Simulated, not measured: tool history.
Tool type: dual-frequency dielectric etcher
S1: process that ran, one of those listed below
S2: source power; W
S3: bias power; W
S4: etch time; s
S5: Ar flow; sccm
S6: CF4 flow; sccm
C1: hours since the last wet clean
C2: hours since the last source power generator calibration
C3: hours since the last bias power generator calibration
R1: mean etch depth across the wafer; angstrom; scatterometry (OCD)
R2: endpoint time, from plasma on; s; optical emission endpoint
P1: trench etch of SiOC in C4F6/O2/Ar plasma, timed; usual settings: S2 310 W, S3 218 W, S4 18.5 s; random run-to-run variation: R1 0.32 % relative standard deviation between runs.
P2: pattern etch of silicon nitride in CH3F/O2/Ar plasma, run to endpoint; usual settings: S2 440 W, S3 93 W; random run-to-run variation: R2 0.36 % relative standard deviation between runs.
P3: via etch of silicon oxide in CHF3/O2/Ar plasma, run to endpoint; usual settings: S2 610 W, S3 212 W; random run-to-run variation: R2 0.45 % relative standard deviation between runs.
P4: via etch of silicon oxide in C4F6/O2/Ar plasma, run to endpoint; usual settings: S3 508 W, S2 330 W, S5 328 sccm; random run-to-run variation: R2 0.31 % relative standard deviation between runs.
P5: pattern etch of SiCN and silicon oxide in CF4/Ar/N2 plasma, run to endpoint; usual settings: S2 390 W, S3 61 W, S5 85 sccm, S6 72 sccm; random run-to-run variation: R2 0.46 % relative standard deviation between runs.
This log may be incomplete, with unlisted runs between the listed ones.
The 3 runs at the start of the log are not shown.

{"run": 4, "day": 1.45, "S1": "P1", "S2": 310, "S3": 218, "S4": 18.5, "C1": 362.4, "C2": 2130.5, "C3": 1767.5, "R1": 363.44}
{"run": 5, "day": 1.692, "S1": "P4", "S2": 450, "S3": 508, "S5": 328, "C1": 368.2, "C2": 2136.3, "C3": 1773.3, "R2": 38.377}
{"run": 6, "day": 2.075, "S1": "P4", "S2": 330, "S3": 363, "S5": 328, "C1": 377.4, "C2": 2145.5, "C3": 1782.5, "R2": 49.034}
{"run": 7, "day": 2.388, "S1": "P4", "S2": 330, "S3": 508, "S5": 203, "C1": 384.9, "C2": 2153, "C3": 1790, "R2": 40.835}
{"run": 8, "day": 2.812, "S1": "P2", "S2": 310, "S3": 93, "C1": 395.1, "C2": 2163.2, "C3": 1800.2, "R2": 43.967}
{"run": 9, "day": 3.258, "S1": "P1", "S2": 310, "S3": 218, "S4": 18.5, "C1": 405.8, "C2": 2173.9, "C3": 1810.9, "R1": 363.78}
{"run": 10, "day": 3.567, "S1": "P1", "S2": 310, "S3": 218, "S4": 18.5, "C1": 413.2, "C2": 2181.3, "C3": 1818.3, "R1": 361.62}
{"run": 11, "day": 3.992, "S1": "P5", "S2": 280, "S3": 61, "S5": 85, "S6": 72, "C1": 423.4, "C2": 2191.5, "C3": 1828.5, "R2": 32.205}
{"run": 12, "day": 4.454, "S1": "P1", "S2": 310, "S3": 273, "S4": 18.5, "C1": 434.5, "C2": 2202.6, "C3": 1839.6, "R1": 392.35}
{"run": 13, "day": 4.712, "S1": "P1", "S2": 400, "S3": 158, "S4": 18.5, "C1": 440.7, "C2": 2208.8, "C3": 1845.8, "R1": 362.32}
{"run": 14, "day": 5.038, "S1": "P2", "S2": 440, "S3": 93, "C1": 448.5, "C2": 2216.6, "C3": 1853.6, "R2": 38.479}
{"run": 15, "day": 5.312, "S1": "P1", "S2": 400, "S3": 218, "S4": 18.5, "C1": 455.1, "C2": 2223.2, "C3": 1860.2, "R1": 399.95}
{"run": 16, "day": 5.775, "S1": "P1", "S2": 200, "S3": 218, "S4": 25.5, "C1": 466.2, "C2": 2234.3, "C3": 1871.3, "R1": 422.93}
{"run": 17, "day": 6.233, "S1": "P1", "S2": 310, "S3": 218, "S4": 24, "C1": 477.2, "C2": 2245.3, "C3": 1882.3, "R1": 471.63}
{"run": 18, "day": 6.467, "S1": "P2", "S2": 440, "S3": 59, "C1": 482.8, "C2": 2250.9, "C3": 1887.9, "R2": 44.812}
{"run": 19, "day": 6.812, "S1": "P2", "S2": 440, "S3": 93, "C1": 491.1, "C2": 2259.2, "C3": 1896.2, "R2": 38.561}
{"run": 20, "day": 7.192, "S1": "P1", "S2": 310, "S3": 135, "S4": 18.5, "C1": 500.2, "C2": 2268.3, "C3": 1905.3, "R1": 310.23}
{"run": 21, "day": 7.583, "S1": "P3", "S2": 610, "S3": 212, "C1": 509.6, "C2": 2277.7, "C3": 1914.7, "R2": 200.05}
{"run": 22, "day": 7.883, "S1": "P4", "S2": 330, "S3": 508, "S5": 328, "C1": 516.8, "C2": 2284.9, "C3": 1921.9, "R2": 43.118}

Forecast run 23:
{"run": 23, "day": 8.254, "S1": "P3", "S2": 610, "S3": 212, "C1": 525.7, "C2": 2293.8, "C3": 1930.8, "R2": "?"}

R2: 198.77 s
